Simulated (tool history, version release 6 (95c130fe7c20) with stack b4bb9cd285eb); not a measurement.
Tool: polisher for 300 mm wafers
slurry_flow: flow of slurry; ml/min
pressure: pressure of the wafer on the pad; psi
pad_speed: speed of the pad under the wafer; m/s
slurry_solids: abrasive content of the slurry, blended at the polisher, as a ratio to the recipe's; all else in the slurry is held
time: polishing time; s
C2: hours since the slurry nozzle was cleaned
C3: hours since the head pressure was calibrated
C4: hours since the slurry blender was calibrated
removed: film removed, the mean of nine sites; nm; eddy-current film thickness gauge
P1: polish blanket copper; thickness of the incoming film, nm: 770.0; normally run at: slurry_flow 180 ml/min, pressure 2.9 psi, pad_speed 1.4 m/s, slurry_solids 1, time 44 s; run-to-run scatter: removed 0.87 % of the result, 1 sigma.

Run 1, day 0.271: slurry_flow 180 ml/min, pressure 2.9 psi, pad_speed 1.4 m/s, slurry_solids 1, time 44 s; wafers polished on this pad 186; C2 80; C3 252.5; C4 244.7. Result: removed 214.31 nm.
Run 2, day 0.742: slurry_flow 180 ml/min, pressure 2.9 psi, pad_speed 1.4 m/s, slurry_solids 1, time 56 s; wafers polished on this pad 329; C2 91.3; C3 263.8; C4 256. Result: removed 269.16 nm.
Run 3, day 1.129: slurry_flow 180 ml/min, pressure 2.9 psi, pad_speed 0.84 m/s, slurry_solids 1, time 44 s; wafers polished on this pad 446; C2 100.6; C3 273.1; C4 265.3. Result: removed 128.08 nm.
Run 4, day 1.483: slurry_flow 180 ml/min, pressure 2.9 psi, pad_speed 1.4 m/s, slurry_solids 1.45, time 44 s; wafers polished on this pad 553; C2 109.1; C3 281.6; C4 273.8. Result: removed 231.73 nm.
Run 5, day 1.842: slurry_flow 180 ml/min, pressure 2.9 psi, pad_speed 0.68 m/s, slurry_solids 1.5, time 44 s; wafers polished on this pad 662; C2 117.7; C3 290.2; C4 282.4. Result: removed 112.79 nm.
Run 6, day 2.083: slurry_flow 180 ml/min, pressure 4.5 psi, pad_speed 1.4 m/s, slurry_solids 1.45, time 44 s; wafers polished on this pad 735; C2 123.5; C3 296; C4 288.2. Result: removed 358.83 nm.
Run 7, day 2.296: slurry_flow 180 ml/min, pressure 4.2 psi, pad_speed 1.4 m/s, slurry_solids 1, time 44 s; wafers polished on this pad 799; C2 128.6; C3 301.1; C4 293.3. Result: removed 306.76 nm.
Run 8, day 2.679: slurry_flow 180 ml/min, pressure 2.9 psi, pad_speed 1.4 m/s, slurry_solids 1, time 30 s; wafers polished on this pad 915; C2 137.8; C3 310.3; C4 302.5. Result: removed 147.82 nm.
Run 9, day 3.021: slurry_flow 180 ml/min, pressure 2.9 psi, pad_speed 1.4 m/s, slurry_solids 1, time 44 s; wafers polished on this pad 1019; C2 146; C3 318.5; C4 310.7. Result: removed 214.42 nm.
Run 10, day 3.45: slurry_flow 180 ml/min, pressure 2.9 psi, pad_speed 1.9 m/s, slurry_solids 1, time 44 s; wafers polished on this pad 1148; C2 156.3; C3 328.8; C4 321. Result: removed 290.31 nm.
Run 11, day 3.842: slurry_flow 110 ml/min, pressure 2.9 psi, pad_speed 1.4 m/s, slurry_solids 1, time 44 s; wafers polished on this pad 1267; C2 165.7; C3 338.2; C4 330.4. Result: removed 195.55 nm.
Run 12, day 4.146: slurry_flow 180 ml/min, pressure 2.9 psi, pad_speed 1.4 m/s, slurry_solids 0.55, time 44 s; wafers polished on this pad 1359; C2 173; C3 345.5; C4 337.7. Result: removed 188.05 nm.
Run 13, day 4.392: slurry_flow 180 ml/min, pressure 2.9 psi, pad_speed 1.4 m/s, slurry_solids 1, time 44 s; wafers polished on this pad 1433; C2 178.9; C3 351.4; C4 343.6. Result: removed 212.57 nm.
Run 14, day 4.721: slurry_flow 180 ml/min, pressure 2.9 psi, pad_speed 1.4 m/s, slurry_solids 1, time 44 s; wafers polished on this pad 1533; C2 186.8; C3 359.3; C4 351.5. Result: removed 212.49 nm.
Run 15, day 4.938: slurry_flow 235 ml/min, pressure 2.9 psi, pad_speed 1.4 m/s, slurry_solids 1, time 44 s; wafers polished on this pad 1599; C2 192; C3 364.5; C4 356.7. Result: removed 221.25 nm.
Run 16, day 5.379: slurry_flow 180 ml/min, pressure 1.3 psi, pad_speed 1.4 m/s, slurry_solids 1, time 44 s; wafers polished on this pad 1732; C2 202.6; C3 375.1; C4 367.3. Result: removed 95.877 nm.
Run 17, day 5.733: slurry_flow 180 ml/min, pressure 2.9 psi, pad_speed 1.4 m/s, slurry_solids 1, time 44 s; wafers polished on this pad 1839; C2 211.1; C3 383.6; C4 375.8. Result: removed 210.12 nm.
Run 18, day 5.958: slurry_flow 180 ml/min, pressure 2.9 psi, pad_speed 1.4 m/s, slurry_solids 1, time 44 s; wafers polished on this pad 1908; C2 216.5; C3 389; C4 381.2. Result: removed 208.95 nm.
Run 19, day 6.225: slurry_flow 180 ml/min, pressure 2.9 psi, pad_speed 1.4 m/s, slurry_solids 1, time 44 s; wafers polished on this pad 1988; C2 222.9; C3 395.4; C4 387.6. Result: removed 203.42 nm.
Run 20, day 6.592: slurry_flow 180 ml/min, pressure 2.9 psi, pad_speed 1.4 m/s, slurry_solids 1, time 44 s; wafers polished on this pad 2099; C2 231.7; C3 404.2; C4 396.4. Result: removed 205.37 nm.
At day 6.725: worn pad replaced by a new one.
Run 21, day 7.071: slurry_flow 180 ml/min, pressure 2.9 psi, pad_speed 1.4 m/s, slurry_solids 1, time 44 s; wafers polished on this pad 105; C2 243.2; C3 415.7; C4 407.9. Result: removed 203.66 nm.
At day 7.079: head pressure recalibrated.
Run 22, day 7.508: slurry_flow 180 ml/min, pressure 2.9 psi, pad_speed 1.4 m/s, slurry_solids 1, time 44 s; wafers polished on this pad 237; C2 253.7; C3 10.4; C4 418.4. Result: removed 199.32 nm.
Run 23, day 7.971: slurry_flow 180 ml/min, pressure 2.9 psi, pad_speed 1.4 m/s, slurry_solids 1, time 44 s; wafers polished on this pad 377; C2 264.8; C3 21.5; C4 429.5. Result: removed 201.1 nm.
Run 24, day 8.392: slurry_flow 180 ml/min, pressure 2.9 psi, pad_speed 1.4 m/s, slurry_solids 1, time 44 s; wafers polished on this pad 505; C2 274.9; C3 31.6; C4 439.6. Result: removed 196.44 nm.

What P1 gives has crept away from where it was. These 2 causes fit the log equally well, each at the size given:
A: slurry flow missing at the pad, % = 34.2
B: abrasive missing from the slurry, % = 29.9
The creep began at about day 5.733.
Why every other cause is out:
removal rate lost through wear of the pad, %: serviced at day 6.725, which brought nothing back
head's pressure below its setpoint, %: serviced at day 7.079, which brought nothing back

4 check runs are offered, each on 3 wafers whose results are averaged, their results left as question marks. Which one tells the causes apart?
Run check 1, day 8.812: slurry_flow 110 ml/min, pressure 2.9 psi, pad_speed 1.84 m/s, slurry_solids 1, time 44 s. Result: removed ?.
Run check 2, day 8.812: slurry_flow 180 ml/min, pressure 2.9 psi, pad_speed 0.96 m/s, slurry_solids 1, time 44 s. Result: removed ?.
Run check 3, day 8.812: slurry_flow 180 ml/min, pressure 1.5 psi, pad_speed 1.4 m/s, slurry_solids 1, time 44 s. Result: removed ?.
Run check 4, day 8.812: slurry_flow 180 ml/min, pressure 4 psi, pad_speed 1.4 m/s, slurry_solids 1, time 44 s. Result: removed ?.

What each check would give under each cause:
  check   result    if A    if B
check 1  removed  228.29  237.91
check 2  removed  135.93  135.94
check 3  removed  102.54  102.54
check 4  removed  273.43  273.44
How far apart the two closest causes lie, in the result that separates them most: check 1 4.13 %; check 2 0 %; check 3 0 %; check 4 0 %
Check 1 tells the causes apart: in the others they would give nearly the same result.

Check 1 was then run and gave: removed 228.28 nm. Which cause is it?

It is A: slurry flow missing at the pad, %.
